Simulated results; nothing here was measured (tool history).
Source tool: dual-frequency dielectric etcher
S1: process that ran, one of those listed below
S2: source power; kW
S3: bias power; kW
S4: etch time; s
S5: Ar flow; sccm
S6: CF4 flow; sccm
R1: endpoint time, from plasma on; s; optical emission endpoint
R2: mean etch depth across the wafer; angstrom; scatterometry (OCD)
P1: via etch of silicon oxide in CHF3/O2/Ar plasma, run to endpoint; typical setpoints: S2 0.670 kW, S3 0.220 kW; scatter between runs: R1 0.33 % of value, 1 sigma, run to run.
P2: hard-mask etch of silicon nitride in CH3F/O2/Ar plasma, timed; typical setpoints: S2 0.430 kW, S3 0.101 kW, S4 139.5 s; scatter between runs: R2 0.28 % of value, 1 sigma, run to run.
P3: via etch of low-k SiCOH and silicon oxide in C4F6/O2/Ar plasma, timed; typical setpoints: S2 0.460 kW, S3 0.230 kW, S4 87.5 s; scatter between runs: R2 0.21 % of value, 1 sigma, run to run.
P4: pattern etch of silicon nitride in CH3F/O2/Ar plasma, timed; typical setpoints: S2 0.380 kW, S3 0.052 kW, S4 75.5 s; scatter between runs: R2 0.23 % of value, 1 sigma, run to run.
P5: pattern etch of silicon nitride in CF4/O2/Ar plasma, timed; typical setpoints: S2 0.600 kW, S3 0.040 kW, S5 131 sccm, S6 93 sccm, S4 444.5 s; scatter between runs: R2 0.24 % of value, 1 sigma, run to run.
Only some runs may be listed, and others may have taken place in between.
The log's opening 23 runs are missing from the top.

{"run": 24, "hour": 335.1, "S1": "P2", "S2": 0.43, "S3": 0.101, "S4": 78.0, "R2": 634.29}
{"run": 25, "hour": 345.1, "S1": "P5", "S2": 0.6, "S3": 0.04, "S4": 444.5, "S5": 131, "S6": 57, "R2": 7930.8}
{"run": 26, "hour": 355.6, "S1": "P1", "S2": 0.81, "S3": 0.175, "R1": 377.5}
{"run": 27, "hour": 367.4, "S1": "P5", "S2": 0.39, "S3": 0.04, "S4": 444.5, "S5": 131, "S6": 93, "R2": 5878.5}
{"run": 28, "hour": 379.0, "S1": "P3", "S2": 0.46, "S3": 0.289, "S4": 87.5, "R2": 3012.3}
{"run": 29, "hour": 387.1, "S1": "P5", "S2": 0.6, "S3": 0.028, "S4": 444.5, "S5": 131, "S6": 93, "R2": 7541.9}
{"run": 30, "hour": 395.0, "S1": "P3", "S2": 0.46, "S3": 0.23, "S4": 87.5, "R2": 2786.2}
{"run": 31, "hour": 403.5, "S1": "P4", "S2": 0.38, "S3": 0.052, "S4": 53.5, "R2": 325.23}
{"run": 32, "hour": 413.4, "S1": "P1", "S2": 0.67, "S3": 0.22, "R1": 376.06}
{"run": 33, "hour": 423.1, "S1": "P1", "S2": 0.67, "S3": 0.22, "R1": 375.56}
{"run": 34, "hour": 436.0, "S1": "P1", "S2": 0.67, "S3": 0.22, "R1": 378.4}
{"run": 35, "hour": 445.6, "S1": "P1", "S2": 0.67, "S3": 0.22, "R1": 378.6}

The next listed run, before its measurement:
{"run": 36, "hour": 463.4, "S1": "P1", "S2": 0.67, "S3": 0.22, "R1": "?"}

Run 36 measured R1 377.90 s.
